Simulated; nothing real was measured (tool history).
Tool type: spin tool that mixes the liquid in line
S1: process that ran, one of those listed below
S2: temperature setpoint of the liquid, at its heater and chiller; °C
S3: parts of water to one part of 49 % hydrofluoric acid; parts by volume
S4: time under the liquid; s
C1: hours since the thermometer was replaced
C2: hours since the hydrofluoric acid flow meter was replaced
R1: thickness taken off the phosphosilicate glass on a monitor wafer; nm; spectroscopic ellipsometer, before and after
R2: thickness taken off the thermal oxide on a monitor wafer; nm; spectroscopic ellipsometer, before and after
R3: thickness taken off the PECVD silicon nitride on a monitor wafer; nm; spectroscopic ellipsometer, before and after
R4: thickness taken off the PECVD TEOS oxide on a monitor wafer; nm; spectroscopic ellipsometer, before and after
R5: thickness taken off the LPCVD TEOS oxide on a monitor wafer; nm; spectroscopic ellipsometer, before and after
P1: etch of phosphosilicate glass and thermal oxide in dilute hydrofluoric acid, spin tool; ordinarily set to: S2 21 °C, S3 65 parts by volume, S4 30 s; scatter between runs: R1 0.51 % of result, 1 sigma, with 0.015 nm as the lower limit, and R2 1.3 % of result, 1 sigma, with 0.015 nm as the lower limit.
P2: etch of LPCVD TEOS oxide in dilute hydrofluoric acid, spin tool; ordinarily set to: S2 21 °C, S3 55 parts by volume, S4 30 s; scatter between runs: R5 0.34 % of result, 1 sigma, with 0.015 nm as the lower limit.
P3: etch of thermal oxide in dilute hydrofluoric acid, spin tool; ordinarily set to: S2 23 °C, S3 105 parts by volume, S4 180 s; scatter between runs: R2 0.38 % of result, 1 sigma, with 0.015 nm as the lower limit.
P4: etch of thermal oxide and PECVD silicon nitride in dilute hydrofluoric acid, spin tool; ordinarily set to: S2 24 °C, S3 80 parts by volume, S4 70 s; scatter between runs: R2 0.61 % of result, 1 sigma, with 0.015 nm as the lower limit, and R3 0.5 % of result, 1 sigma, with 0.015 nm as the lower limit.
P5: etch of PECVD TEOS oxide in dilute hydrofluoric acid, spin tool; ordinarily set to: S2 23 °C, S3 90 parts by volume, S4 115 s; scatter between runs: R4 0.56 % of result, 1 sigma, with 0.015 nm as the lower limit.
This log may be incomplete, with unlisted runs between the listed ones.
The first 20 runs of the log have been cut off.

run,day,S1,S2,S3,S4,C1,C2,R1,R2,R3,R4,R5
21,8.975,P1,28.5,65,55,1028.6,502.1,148.17,4.8886,,,
22,9.5,P1,21,65,30,1041.2,514.7,59.29,2.0158,,,
23,10.117,P4,24,80,70,1056,529.5,,4.213,3.9894,,
24,10.675,P1,28.5,65,30,1069.4,542.9,80.292,2.6899,,,
25,11.096,P4,24,80,70,1079.5,553,,4.1724,3.9575,,
26,11.7,P2,21,25,30,1094,567.5,,,,,47.523
27,12.217,P1,21,65,30,1106.4,579.9,58.69,1.9322,,,
28,12.688,P3,17,105,180,1117.7,591.2,,5.863,,,
29,13.046,P3,23,105,350,1126.3,599.8,,14.624,,,
30,13.512,P1,21,40,15,1137.5,611,50.011,1.6805,,,
31,13.817,P1,21,65,30,1144.8,618.3,58.93,1.9819,,,

Run 32 comes next. What will it give?
32,14.15,P1,21,65,15,1152.8,626.3,?,?,,,

Run 32 measured R1 29.689 nm, R2 0.97019 nm.
